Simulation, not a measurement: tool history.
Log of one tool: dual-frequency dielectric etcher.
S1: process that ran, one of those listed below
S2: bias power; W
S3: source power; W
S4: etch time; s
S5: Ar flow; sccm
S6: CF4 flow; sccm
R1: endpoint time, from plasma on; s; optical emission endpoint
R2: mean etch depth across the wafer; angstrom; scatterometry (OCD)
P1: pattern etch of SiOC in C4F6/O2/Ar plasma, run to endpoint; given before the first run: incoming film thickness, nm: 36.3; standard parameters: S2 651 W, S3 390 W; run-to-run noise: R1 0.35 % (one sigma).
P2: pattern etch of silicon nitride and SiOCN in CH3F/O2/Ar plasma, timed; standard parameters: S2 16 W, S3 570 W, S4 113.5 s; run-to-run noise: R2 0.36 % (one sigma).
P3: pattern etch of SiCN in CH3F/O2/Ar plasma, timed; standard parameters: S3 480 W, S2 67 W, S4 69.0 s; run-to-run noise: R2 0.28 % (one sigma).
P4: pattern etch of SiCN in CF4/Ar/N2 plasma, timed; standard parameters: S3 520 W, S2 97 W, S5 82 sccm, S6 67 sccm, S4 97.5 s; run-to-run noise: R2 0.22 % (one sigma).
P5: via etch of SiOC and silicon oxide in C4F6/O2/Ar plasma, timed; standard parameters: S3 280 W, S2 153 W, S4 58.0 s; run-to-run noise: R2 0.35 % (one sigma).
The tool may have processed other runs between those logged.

run   hour  S1   S2   S3     S4  S5  S6       R1       R2
  1    9.2  P1  651  390                 10.7450
  2   17.2  P1  651  390                 10.7940
  3   24.9  P5  153  280   83.5                    756.77
  4   34.7  P4   97  520   97.5  99  67           1056.30
      37.3  -- wet clean of the chamber
  5   48.3  P5  153  190   58.0                    453.91
  6   63.6  P2   16  570  113.5                    148.53
  7   70.5  P1  651  390                 10.8350
  8   83.5  P1  468  390                 12.3640
  9   98.0  P4   97  520  124.5  82  67           1381.90
 10  111.8  P3   83  480   69.0                    287.70
 11  120.1  P1  651  390                 10.8190
 12  127.7  P3   67  480   69.0                    268.32
 13  134.8  P4   79  520   97.5  82  67           1007.10
 14  144.1  P4   97  520   97.5  82  67           1083.90
 15  159.2  P1  651  240                 12.8670
 16  171.0  P2   10  570  113.5                    125.27
 17  178.9  P4   97  520   97.5  82  67           1080.40
 18  187.8  P4   97  390   97.5  82  67            841.82
 19  196.0  P2   16  570  156.0                    205.24
 20  202.7  P3   67  480   90.0                    348.96
 21  211.2  P2   16  700  113.5                    159.99
 22  222.6  P2   16  570  113.5                    147.79
 23  229.7  P3   67  480   69.0                    266.27
 24  236.8  P4   97  520   97.5  82  44           1023.70
 25  244.3  P5  153  280   58.0                    526.94
 26  254.0  P1  906  390                  9.4689
 27  261.0  P1  651  390                 10.8410
 28  267.7  P3   67  600   69.0                    291.67

Run 29, settings as shown, results not yet in. Your forecast:
 29  282.8  P1  505  500               ?

{"run 29": {"R1": 10.809}}
